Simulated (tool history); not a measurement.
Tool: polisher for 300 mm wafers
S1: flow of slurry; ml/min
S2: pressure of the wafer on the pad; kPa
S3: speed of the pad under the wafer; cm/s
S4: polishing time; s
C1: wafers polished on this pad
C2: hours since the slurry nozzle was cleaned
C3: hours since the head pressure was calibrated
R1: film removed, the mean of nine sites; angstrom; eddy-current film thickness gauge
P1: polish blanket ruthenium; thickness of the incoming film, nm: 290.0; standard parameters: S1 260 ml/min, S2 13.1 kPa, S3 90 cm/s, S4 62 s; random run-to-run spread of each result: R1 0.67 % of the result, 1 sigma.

| run | day | S1 | S2 | S3 | S4 | C1 | C2 | C3 | R1 |
|---|---|---|---|---|---|---|---|---|---|
| 1 | 0.438 | 260 | 13.1 | 90 | 62 | 311 | 296.4 | 263.4 | 507.53 |
| 2 | 0.979 | 375 | 13.1 | 136 | 62 | 466 | 309.4 | 276.4 | 795.17 |
| 3 | 1.538 | 260 | 20 | 90 | 62 | 625 | 322.8 | 289.8 | 779.05 |
| 4 | 1.996 | 260 | 13.1 | 90 | 32 | 756 | 333.8 | 300.8 | 263.59 |
| 5 | 2.375 | 260 | 13.1 | 90 | 62 | 865 | 342.9 | 309.9 | 504.74 |
| 6 | 3.058 | 260 | 13.1 | 114 | 62 | 1060 | 359.3 | 326.3 | 648.58 |
| 7 | 3.558 | 155 | 13.1 | 90 | 62 | 1203 | 371.3 | 338.3 | 477.52 |
| 8 | 4.25 | 260 | 13.1 | 90 | 94 | 1401 | 387.9 | 354.9 | 778.4 |
|  | 4.525 | worn pad replaced by a new one |
| 9 | 4.658 | 260 | 6.2 | 90 | 94 | 38 | 397.7 | 364.7 | 365.29 |
| 10 | 5.212 | 260 | 13.1 | 52 | 62 | 197 | 411 | 378 | 297.41 |
| 11 | 5.571 | 260 | 6.2 | 90 | 62 | 299 | 419.6 | 386.6 | 240.69 |
| 12 | 5.917 | 260 | 9 | 90 | 47 | 398 | 427.9 | 394.9 | 262.44 |
| 13 | 6.333 | 260 | 13.1 | 90 | 62 | 517 | 437.9 | 404.9 | 517.78 |
| 14 | 7.008 | 260 | 13.1 | 90 | 62 | 710 | 454.1 | 421.1 | 509.81 |
| 15 | 7.433 | 370 | 13.1 | 90 | 62 | 832 | 464.3 | 431.3 | 525.41 |
| 16 | 7.875 | 260 | 13.1 | 90 | 62 | 958 | 474.9 | 441.9 | 510.33 |
| 17 | 8.388 | 260 | 13.1 | 90 | 62 | 1105 | 487.2 | 454.2 | 496.3 |
| 18 | 8.779 | 260 | 13.1 | 90 | 62 | 1217 | 496.6 | 463.6 | 496 |
| 19 | 9.488 | 260 | 13.1 | 90 | 62 | 1419 | 513.6 | 480.6 | 487.85 |
|  | 9.621 | worn pad replaced by a new one |
| 20 | 9.988 | 260 | 13.1 | 90 | 62 | 105 | 525.6 | 492.6 | 486.44 |
| 21 | 10.392 | 260 | 13.1 | 90 | 62 | 221 | 535.3 | 502.3 | 485.33 |
| 22 | 11.029 | 260 | 13.1 | 90 | 62 | 403 | 550.6 | 517.6 | 487.9 |
| 23 | 11.379 | 260 | 13.1 | 90 | 62 | 503 | 559 | 526 | 482.21 |

Compared with where it was, what P1 gives has crept away. Each cause listed below fits the log as well as the rest, at the size given for it:
A: head's pressure below its setpoint, % = 4.54
B: slurry flow missing at the pad, % = 31.4
The onset of the drift is placed at about day 7.875.
Excluded causes, each with its reason:
removal rate lost through wear of the pad, %: its service at day 9.621 followed the start of the drift and did not put the process back to its old value

You are offered 4 check runs, listed below with question marks in place of their results; each one averages 3 wafers. Which run separates the listed causes by giving clearly different results for each?
| check 1 | 11.729 | 260 | 18.6 | 90 | 62 |  |  |  | ? |
| check 2 | 11.729 | 260 | 13.1 | 90 | 85 |  |  |  | ? |
| check 3 | 11.729 | 260 | 10.3 | 90 | 33 |  |  |  | ? |
| check 4 | 11.729 | 155 | 8.3 | 90 | 62 |  |  |  | ? |

How each check would come out, cause by cause:
| check | result | if A | if B |
|---|---|---|---|
| check 1 | R1 | 690.87 | 690.91 |
| check 2 | R1 | 666.52 | 666.55 |
| check 3 | R1 | 204.29 | 204.3 |
| check 4 | R1 | 286.77 | 278.71 |
Gap, in per cent, between the two causes that each check separates least, read from the result that separates them most: check 1 0.01 %; check 2 0.01 %; check 3 0.01 %; check 4 2.85 %
Of the check runs offered, only check 4 discriminates between the causes; the rest would read about the same regardless of which cause applies.

Check 4 has now been run. It gave: R1 288.56 angstrom. Which of the candidate causes is it?

A is the cause: head's pressure below its setpoint, %.
